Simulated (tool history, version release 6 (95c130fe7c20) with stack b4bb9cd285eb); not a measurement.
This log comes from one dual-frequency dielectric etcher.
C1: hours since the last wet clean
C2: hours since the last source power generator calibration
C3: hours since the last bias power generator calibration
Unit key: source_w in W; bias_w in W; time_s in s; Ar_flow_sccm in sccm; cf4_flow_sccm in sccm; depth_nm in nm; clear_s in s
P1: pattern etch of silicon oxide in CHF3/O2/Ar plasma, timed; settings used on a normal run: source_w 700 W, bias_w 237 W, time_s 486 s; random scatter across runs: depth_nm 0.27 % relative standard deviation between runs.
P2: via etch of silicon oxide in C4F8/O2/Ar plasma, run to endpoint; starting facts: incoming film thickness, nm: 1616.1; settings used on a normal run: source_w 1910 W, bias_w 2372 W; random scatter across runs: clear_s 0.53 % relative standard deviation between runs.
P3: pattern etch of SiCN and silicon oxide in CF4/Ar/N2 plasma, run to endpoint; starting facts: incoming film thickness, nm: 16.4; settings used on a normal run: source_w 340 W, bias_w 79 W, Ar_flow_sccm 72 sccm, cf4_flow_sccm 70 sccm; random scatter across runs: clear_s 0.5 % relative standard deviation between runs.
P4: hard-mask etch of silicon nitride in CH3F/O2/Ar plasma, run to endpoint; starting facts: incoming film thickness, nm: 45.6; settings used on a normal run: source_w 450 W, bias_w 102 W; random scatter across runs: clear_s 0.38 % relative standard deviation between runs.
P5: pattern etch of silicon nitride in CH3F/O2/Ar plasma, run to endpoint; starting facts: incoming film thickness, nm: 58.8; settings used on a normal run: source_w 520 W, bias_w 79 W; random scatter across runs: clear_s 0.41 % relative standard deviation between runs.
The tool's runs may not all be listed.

Run 1, hour 16.6: process P1, source_w 700 W, bias_w 237 W, time_s 486 s; C1 279; C2 553.9; C3 1530. Result: depth_nm 1105.7 nm.
Run 2, hour 24.6: process P1, source_w 840 W, bias_w 281 W, time_s 486 s; C1 287; C2 561.9; C3 1538. Result: depth_nm 1253.5 nm.
Run 3, hour 34.4: process P4, source_w 450 W, bias_w 63 W; C1 296.8; C2 571.7; C3 1547.8. Result: clear_s 65.621 s.
At hour 35.7: source power generator calibrated.
Run 4, hour 45.5: process P3, source_w 340 W, bias_w 79 W, Ar_flow_sccm 100 sccm, cf4_flow_sccm 70 sccm; C1 307.9; C2 9.8; C3 1558.9. Result: clear_s 24.805 s.
Run 5, hour 61.7: process P3, source_w 340 W, bias_w 79 W, Ar_flow_sccm 72 sccm, cf4_flow_sccm 85 sccm; C1 324.1; C2 26; C3 1575.1. Result: clear_s 22.98 s.
Run 6, hour 71.8: process P3, source_w 340 W, bias_w 108 W, Ar_flow_sccm 72 sccm, cf4_flow_sccm 70 sccm; C1 334.2; C2 36.1; C3 1585.2. Result: clear_s 21.22 s.
Run 7, hour 81.4: process P1, source_w 880 W, bias_w 237 W, time_s 486 s; C1 343.8; C2 45.7; C3 1594.8. Result: depth_nm 1198.6 nm.
Run 8, hour 98: process P1, source_w 700 W, bias_w 237 W, time_s 486 s; C1 360.4; C2 62.3; C3 1611.4. Result: depth_nm 1098.8 nm.
Run 9, hour 110.4: process P1, source_w 700 W, bias_w 237 W, time_s 292 s; C1 372.8; C2 74.7; C3 1623.8. Result: depth_nm 659.99 nm.
Run 10, hour 122.4: process P3, source_w 340 W, bias_w 79 W, Ar_flow_sccm 72 sccm, cf4_flow_sccm 70 sccm; C1 384.8; C2 86.7; C3 1635.8. Result: clear_s 23.663 s.
Run 11, hour 137.7: process P1, source_w 700 W, bias_w 146 W, time_s 486 s; C1 400.1; C2 102; C3 1651.1. Result: depth_nm 940.64 nm.
Run 12, hour 151.6: process P1, source_w 530 W, bias_w 314 W, time_s 486 s; C1 414; C2 115.9; C3 1665. Result: depth_nm 1099.5 nm.
Run 13, hour 160.9: process P3, source_w 210 W, bias_w 79 W, Ar_flow_sccm 72 sccm, cf4_flow_sccm 70 sccm; C1 423.3; C2 125.2; C3 1674.3. Result: clear_s 36.153 s.
Run 14, hour 173.5: process P5, source_w 380 W, bias_w 79 W; C1 435.9; C2 137.8; C3 1686.9. Result: clear_s 85.57 s.
Run 15, hour 189.5: process P4, source_w 580 W, bias_w 102 W; C1 451.9; C2 153.8; C3 1702.9. Result: clear_s 50.175 s.
Run 16, hour 205: process P1, source_w 700 W, bias_w 237 W, time_s 486 s; C1 467.4; C2 169.3; C3 1718.4. Result: depth_nm 1102.2 nm.
Run 17, hour 220.9: process P2, source_w 1910 W, bias_w 1425 W; C1 483.3; C2 185.2; C3 1734.3. Result: clear_s 344.88 s.
Run 18, hour 236.6: process P2, source_w 1910 W, bias_w 2372 W; C1 499; C2 200.9; C3 1750. Result: clear_s 298.13 s.
Run 19, hour 246.8: process P1, source_w 700 W, bias_w 237 W, time_s 725.5 s; C1 509.2; C2 211.1; C3 1760.2. Result: depth_nm 1642.8 nm.
Run 20, hour 255.9: process P1, source_w 540 W, bias_w 237 W, time_s 486 s; C1 518.3; C2 220.2; C3 1769.3. Result: depth_nm 1000.2 nm.
Run 21, hour 264.3: process P5, source_w 520 W, bias_w 103 W; C1 526.7; C2 228.6; C3 1777.7. Result: clear_s 69.202 s.
Run 22, hour 273.8: process P1, source_w 700 W, bias_w 293 W, time_s 486 s; C1 536.2; C2 238.1; C3 1787.2. Result: depth_nm 1185.3 nm.
Run 23, hour 283.5: process P1, source_w 700 W, bias_w 237 W, time_s 486 s; C1 545.9; C2 247.8; C3 1796.9. Result: depth_nm 1099.6 nm.
Run 24, hour 295.3: process P2, source_w 1430 W, bias_w 2372 W; C1 557.7; C2 259.6; C3 1808.7. Result: clear_s 337.53 s.
Run 25, hour 304.1: process P4, source_w 450 W, bias_w 102 W; C1 566.5; C2 268.4; C3 1817.5. Result: clear_s 55.56 s.
Run 26, hour 317.4: process P5, source_w 520 W, bias_w 79 W; C1 579.8; C2 281.7; C3 1830.8. Result: clear_s 75.947 s.
Run 27, hour 329.1: process P1, source_w 700 W, bias_w 237 W, time_s 486 s; C1 591.5; C2 293.4; C3 1842.5. Result: depth_nm 1103.8 nm.
Run 28, hour 341.6: process P1, source_w 700 W, bias_w 237 W, time_s 486 s; C1 604; C2 305.9; C3 1855. Result: depth_nm 1094.3 nm.
Run 29, hour 350.2: process P1, source_w 700 W, bias_w 237 W, time_s 486 s; C1 612.6; C2 314.5; C3 1863.6. Result: depth_nm 1095.2 nm.
Run 30, hour 360.3: process P1, source_w 700 W, bias_w 237 W, time_s 486 s; C1 622.7; C2 324.6; C3 1873.7. Result: depth_nm 1091.2 nm.

The next listed run, before its measurement:
Run 31, hour 373.1: process P1, source_w 700 W, bias_w 237 W, time_s 486 s; C1 635.5; C2 337.4; C3 1886.5. Result: depth_nm ?.

{"run 31": {"depth_nm": 1090.8}}

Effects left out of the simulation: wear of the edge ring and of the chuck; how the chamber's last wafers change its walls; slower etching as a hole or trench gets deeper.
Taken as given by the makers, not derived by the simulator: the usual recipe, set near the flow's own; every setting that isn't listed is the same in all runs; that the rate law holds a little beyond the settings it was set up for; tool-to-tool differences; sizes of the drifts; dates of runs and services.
